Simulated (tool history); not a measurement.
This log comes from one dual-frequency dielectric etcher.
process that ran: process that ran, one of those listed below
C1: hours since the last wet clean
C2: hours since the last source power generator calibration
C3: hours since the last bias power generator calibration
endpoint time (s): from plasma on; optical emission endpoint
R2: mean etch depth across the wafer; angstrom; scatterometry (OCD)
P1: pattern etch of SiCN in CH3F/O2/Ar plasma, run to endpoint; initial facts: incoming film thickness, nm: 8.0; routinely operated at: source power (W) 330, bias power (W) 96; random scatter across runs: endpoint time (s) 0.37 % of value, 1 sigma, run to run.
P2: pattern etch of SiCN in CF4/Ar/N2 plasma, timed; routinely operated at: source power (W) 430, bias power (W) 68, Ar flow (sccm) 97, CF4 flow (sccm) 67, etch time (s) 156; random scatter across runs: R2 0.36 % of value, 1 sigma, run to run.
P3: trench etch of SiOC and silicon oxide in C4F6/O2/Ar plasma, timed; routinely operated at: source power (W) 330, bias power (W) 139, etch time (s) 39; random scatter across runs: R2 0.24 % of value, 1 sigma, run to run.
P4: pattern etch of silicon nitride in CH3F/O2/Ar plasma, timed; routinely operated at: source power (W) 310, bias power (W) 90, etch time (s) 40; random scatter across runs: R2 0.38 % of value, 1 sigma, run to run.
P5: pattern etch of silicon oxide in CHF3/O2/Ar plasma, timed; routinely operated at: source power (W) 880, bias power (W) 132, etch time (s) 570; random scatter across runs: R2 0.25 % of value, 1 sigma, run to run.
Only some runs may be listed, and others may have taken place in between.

{"run": 1, "day": 0.279, "process that ran": "P1", "source power (W)": 330, "bias power (W)": 96, "C1": 185, "C2": 737.9, "C3": 553, "endpoint time (s)": 20.356}
{"run": 2, "day": 0.475, "process that ran": "P2", "source power (W)": 330, "bias power (W)": 68, "Ar flow (sccm)": 97, "CF4 flow (sccm)": 67, "etch time (s)": 156, "C1": 189.7, "C2": 742.6, "C3": 557.7, "R2": 999.27}
{"run": 3, "day": 0.671, "process that ran": "P4", "source power (W)": 310, "bias power (W)": 90, "etch time (s)": 40, "C1": 194.4, "C2": 747.3, "C3": 562.4, "R2": 281.95}
{"run": 4, "day": 0.983, "process that ran": "P1", "source power (W)": 330, "bias power (W)": 133, "C1": 201.9, "C2": 754.8, "C3": 569.9, "endpoint time (s)": 17.877}
{"run": 5, "day": 1.146, "process that ran": "P1", "source power (W)": 260, "bias power (W)": 96, "C1": 205.8, "C2": 758.7, "C3": 573.8, "endpoint time (s)": 22.173}
{"day": 1.317, "done": "bias power generator calibrated"}
{"run": 6, "day": 1.412, "process that ran": "P4", "source power (W)": 310, "bias power (W)": 90, "etch time (s)": 40, "C1": 212.2, "C2": 765.1, "C3": 2.4, "R2": 282.51}
{"run": 7, "day": 1.75, "process that ran": "P5", "source power (W)": 880, "bias power (W)": 132, "etch time (s)": 570, "C1": 220.3, "C2": 773.2, "C3": 10.5, "R2": 11836}
{"run": 8, "day": 2.004, "process that ran": "P5", "source power (W)": 880, "bias power (W)": 92, "etch time (s)": 570, "C1": 226.4, "C2": 779.3, "C3": 16.6, "R2": 10632}
{"run": 9, "day": 2.2, "process that ran": "P2", "source power (W)": 430, "bias power (W)": 68, "Ar flow (sccm)": 97, "CF4 flow (sccm)": 67, "etch time (s)": 156, "C1": 231.1, "C2": 784, "C3": 21.3, "R2": 1269}
{"run": 10, "day": 2.421, "process that ran": "P3", "source power (W)": 420, "bias power (W)": 139, "etch time (s)": 39, "C1": 236.4, "C2": 789.3, "C3": 26.6, "R2": 737.83}
{"run": 11, "day": 2.725, "process that ran": "P4", "source power (W)": 310, "bias power (W)": 90, "etch time (s)": 57, "C1": 243.7, "C2": 796.6, "C3": 33.9, "R2": 402.03}
{"run": 12, "day": 3.025, "process that ran": "P1", "source power (W)": 330, "bias power (W)": 96, "C1": 250.9, "C2": 803.8, "C3": 41.1, "endpoint time (s)": 20.402}
{"run": 13, "day": 3.288, "process that ran": "P3", "source power (W)": 330, "bias power (W)": 139, "etch time (s)": 21.5, "C1": 257.2, "C2": 810.1, "C3": 47.4, "R2": 370.12}
{"run": 14, "day": 3.542, "process that ran": "P5", "source power (W)": 1240, "bias power (W)": 132, "etch time (s)": 570, "C1": 263.3, "C2": 816.2, "C3": 53.5, "R2": 13524}
{"run": 15, "day": 3.7, "process that ran": "P2", "source power (W)": 430, "bias power (W)": 68, "Ar flow (sccm)": 97, "CF4 flow (sccm)": 67, "etch time (s)": 202, "C1": 267.1, "C2": 820, "C3": 57.3, "R2": 1643}
{"run": 16, "day": 3.962, "process that ran": "P3", "source power (W)": 330, "bias power (W)": 113, "etch time (s)": 39, "C1": 273.4, "C2": 826.3, "C3": 63.6, "R2": 631.21}
{"run": 17, "day": 4.129, "process that ran": "P1", "source power (W)": 330, "bias power (W)": 96, "C1": 277.4, "C2": 830.3, "C3": 67.6, "endpoint time (s)": 20.301}
{"run": 18, "day": 4.362, "process that ran": "P2", "source power (W)": 430, "bias power (W)": 68, "Ar flow (sccm)": 97, "CF4 flow (sccm)": 94, "etch time (s)": 156, "C1": 283, "C2": 835.9, "C3": 73.2, "R2": 1339.8}
{"run": 19, "day": 4.525, "process that ran": "P2", "source power (W)": 430, "bias power (W)": 87, "Ar flow (sccm)": 97, "CF4 flow (sccm)": 67, "etch time (s)": 156, "C1": 286.9, "C2": 839.8, "C3": 77.1, "R2": 1375.2}
{"run": 20, "day": 4.754, "process that ran": "P1", "source power (W)": 330, "bias power (W)": 70, "C1": 292.4, "C2": 845.3, "C3": 82.6, "endpoint time (s)": 23.003}
{"run": 21, "day": 4.925, "process that ran": "P5", "source power (W)": 880, "bias power (W)": 132, "etch time (s)": 570, "C1": 296.5, "C2": 849.4, "C3": 86.7, "R2": 11874}

For run 22, what comes out?
{"run": 22, "day": 5.125, "process that ran": "P4", "source power (W)": 310, "bias power (W)": 61, "etch time (s)": 40, "C1": 301.3, "C2": 854.2, "C3": 91.5, "R2": "?"}

R2: 244.7 angstrom
